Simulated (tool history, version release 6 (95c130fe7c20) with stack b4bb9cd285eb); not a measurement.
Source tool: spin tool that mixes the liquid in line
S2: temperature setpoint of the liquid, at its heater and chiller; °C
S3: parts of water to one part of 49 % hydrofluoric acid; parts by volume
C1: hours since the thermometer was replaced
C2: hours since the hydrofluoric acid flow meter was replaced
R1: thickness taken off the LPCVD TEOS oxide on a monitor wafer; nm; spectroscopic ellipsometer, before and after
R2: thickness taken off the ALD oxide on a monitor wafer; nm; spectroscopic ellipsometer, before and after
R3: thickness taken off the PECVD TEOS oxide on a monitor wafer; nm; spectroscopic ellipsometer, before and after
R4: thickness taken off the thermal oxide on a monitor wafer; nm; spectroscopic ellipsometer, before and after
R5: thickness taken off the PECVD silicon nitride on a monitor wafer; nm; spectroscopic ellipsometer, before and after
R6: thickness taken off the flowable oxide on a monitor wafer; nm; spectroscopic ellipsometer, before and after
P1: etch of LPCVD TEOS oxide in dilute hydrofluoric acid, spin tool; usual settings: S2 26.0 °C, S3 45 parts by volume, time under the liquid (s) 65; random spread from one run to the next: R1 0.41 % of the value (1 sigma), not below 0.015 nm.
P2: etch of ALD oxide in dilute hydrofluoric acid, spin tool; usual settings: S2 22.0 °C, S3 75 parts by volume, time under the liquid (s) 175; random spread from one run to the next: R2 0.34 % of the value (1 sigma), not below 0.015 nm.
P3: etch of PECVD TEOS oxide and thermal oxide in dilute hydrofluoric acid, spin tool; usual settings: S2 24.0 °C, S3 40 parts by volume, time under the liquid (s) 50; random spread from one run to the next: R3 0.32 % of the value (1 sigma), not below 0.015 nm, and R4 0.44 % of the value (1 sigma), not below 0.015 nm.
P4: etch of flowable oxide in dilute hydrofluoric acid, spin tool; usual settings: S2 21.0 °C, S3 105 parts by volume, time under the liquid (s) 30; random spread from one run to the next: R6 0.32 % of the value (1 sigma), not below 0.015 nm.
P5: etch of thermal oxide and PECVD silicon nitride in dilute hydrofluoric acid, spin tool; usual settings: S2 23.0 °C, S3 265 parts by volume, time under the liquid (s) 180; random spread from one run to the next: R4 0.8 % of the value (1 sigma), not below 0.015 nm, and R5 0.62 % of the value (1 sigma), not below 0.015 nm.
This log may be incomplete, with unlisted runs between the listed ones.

{"run": 1, "day": 0.192, "process that ran": "P1", "S2": 26.0, "S3": 45, "time under the liquid (s)": 65, "C1": 804.8, "C2": 853.4, "R1": 42.304}
{"run": 2, "day": 0.338, "process that ran": "P1", "S2": 26.0, "S3": 45, "time under the liquid (s)": 65, "C1": 808.3, "C2": 856.9, "R1": 42.602}
{"run": 3, "day": 0.571, "process that ran": "P2", "S2": 22.0, "S3": 75, "time under the liquid (s)": 175, "C1": 813.9, "C2": 862.5, "R2": 22.562}
{"run": 4, "day": 0.683, "process that ran": "P3", "S2": 24.0, "S3": 40, "time under the liquid (s)": 15, "C1": 816.6, "C2": 865.2, "R3": 3.9111, "R4": 1.8861}
{"run": 5, "day": 0.821, "process that ran": "P1", "S2": 26.0, "S3": 45, "time under the liquid (s)": 65, "C1": 819.9, "C2": 868.5, "R1": 42.393}
{"run": 6, "day": 0.996, "process that ran": "P3", "S2": 24.0, "S3": 40, "time under the liquid (s)": 50, "C1": 824.1, "C2": 872.7, "R3": 13.072, "R4": 6.3577}
{"run": 7, "day": 1.188, "process that ran": "P5", "S2": 28.0, "S3": 265, "time under the liquid (s)": 180, "C1": 828.7, "C2": 877.3, "R4": 2.9828, "R5": 4.3988}
{"run": 8, "day": 1.367, "process that ran": "P4", "S2": 21.0, "S3": 105, "time under the liquid (s)": 30, "C1": 833.0, "C2": 881.6, "R6": 14.44}
{"run": 9, "day": 1.533, "process that ran": "P1", "S2": 21.5, "S3": 45, "time under the liquid (s)": 65, "C1": 837.0, "C2": 885.6, "R1": 35.102}
{"run": 10, "day": 1.675, "process that ran": "P1", "S2": 26.0, "S3": 45, "time under the liquid (s)": 100, "C1": 840.4, "C2": 889.0, "R1": 65.291}
{"run": 11, "day": 1.804, "process that ran": "P1", "S2": 26.0, "S3": 45, "time under the liquid (s)": 65, "C1": 843.5, "C2": 892.1, "R1": 42.227}
{"run": 12, "day": 2.033, "process that ran": "P2", "S2": 22.0, "S3": 120, "time under the liquid (s)": 175, "C1": 849.0, "C2": 897.6, "R2": 13.475}
{"run": 13, "day": 2.171, "process that ran": "P2", "S2": 22.0, "S3": 75, "time under the liquid (s)": 285, "C1": 852.3, "C2": 900.9, "R2": 37.081}
{"run": 14, "day": 2.35, "process that ran": "P5", "S2": 23.0, "S3": 265, "time under the liquid (s)": 180, "C1": 856.6, "C2": 905.2, "R4": 2.5176, "R5": 3.2295}
{"run": 15, "day": 2.567, "process that ran": "P5", "S2": 23.0, "S3": 265, "time under the liquid (s)": 85, "C1": 861.8, "C2": 910.4, "R4": 1.1673, "R5": 1.5111}
{"run": 16, "day": 2.779, "process that ran": "P4", "S2": 21.0, "S3": 170, "time under the liquid (s)": 30, "C1": 866.9, "C2": 915.5, "R6": 8.3152}
{"run": 17, "day": 2.95, "process that ran": "P1", "S2": 26.0, "S3": 70, "time under the liquid (s)": 65, "C1": 871.0, "C2": 919.6, "R1": 26.331}
{"run": 18, "day": 3.162, "process that ran": "P1", "S2": 26.0, "S3": 45, "time under the liquid (s)": 65, "C1": 876.1, "C2": 924.7, "R1": 42.111}
{"run": 19, "day": 3.358, "process that ran": "P2", "S2": 22.0, "S3": 75, "time under the liquid (s)": 175, "C1": 880.8, "C2": 929.4, "R2": 22.613}
{"run": 20, "day": 3.479, "process that ran": "P4", "S2": 17.0, "S3": 105, "time under the liquid (s)": 30, "C1": 883.7, "C2": 932.3, "R6": 12.231}
{"run": 21, "day": 3.638, "process that ran": "P5", "S2": 23.0, "S3": 80, "time under the liquid (s)": 180, "C1": 887.5, "C2": 936.1, "R4": 10.261, "R5": 10.477}
{"run": 22, "day": 3.796, "process that ran": "P3", "S2": 24.0, "S3": 20, "time under the liquid (s)": 50, "C1": 891.3, "C2": 939.9, "R3": 26.915, "R4": 13.104}
{"run": 23, "day": 3.967, "process that ran": "P1", "S2": 21.0, "S3": 45, "time under the liquid (s)": 40, "C1": 895.4, "C2": 944.0, "R1": 21.103}
{"run": 24, "day": 4.183, "process that ran": "P3", "S2": 31.0, "S3": 40, "time under the liquid (s)": 50, "C1": 900.6, "C2": 949.2, "R3": 17.288, "R4": 8.4734}
{"run": 25, "day": 4.35, "process that ran": "P2", "S2": 18.0, "S3": 75, "time under the liquid (s)": 175, "C1": 904.6, "C2": 953.2, "R2": 19.252}
{"run": 26, "day": 4.533, "process that ran": "P1", "S2": 26.0, "S3": 20, "time under the liquid (s)": 65, "C1": 909.0, "C2": 957.6, "R1": 98.819}
{"run": 27, "day": 4.638, "process that ran": "P4", "S2": 21.0, "S3": 105, "time under the liquid (s)": 45, "C1": 911.5, "C2": 960.1, "R6": 21.732}
{"run": 28, "day": 4.808, "process that ran": "P1", "S2": 26.0, "S3": 45, "time under the liquid (s)": 15, "C1": 915.6, "C2": 964.2, "R1": 9.8249}
{"run": 29, "day": 5.038, "process that ran": "P1", "S2": 26.0, "S3": 45, "time under the liquid (s)": 65, "C1": 921.1, "C2": 969.7, "R1": 42.25}
{"run": 30, "day": 5.25, "process that ran": "P1", "S2": 34.0, "S3": 45, "time under the liquid (s)": 65, "C1": 926.2, "C2": 974.8, "R1": 57.993}

Run 31 is up next; what results do you expect?
{"run": 31, "day": 5.371, "process that ran": "P1", "S2": 26.0, "S3": 45, "time under the liquid (s)": 65, "C1": 929.1, "C2": 977.7, "R1": "?"}

{"run 31": {"R1": 42.406}}
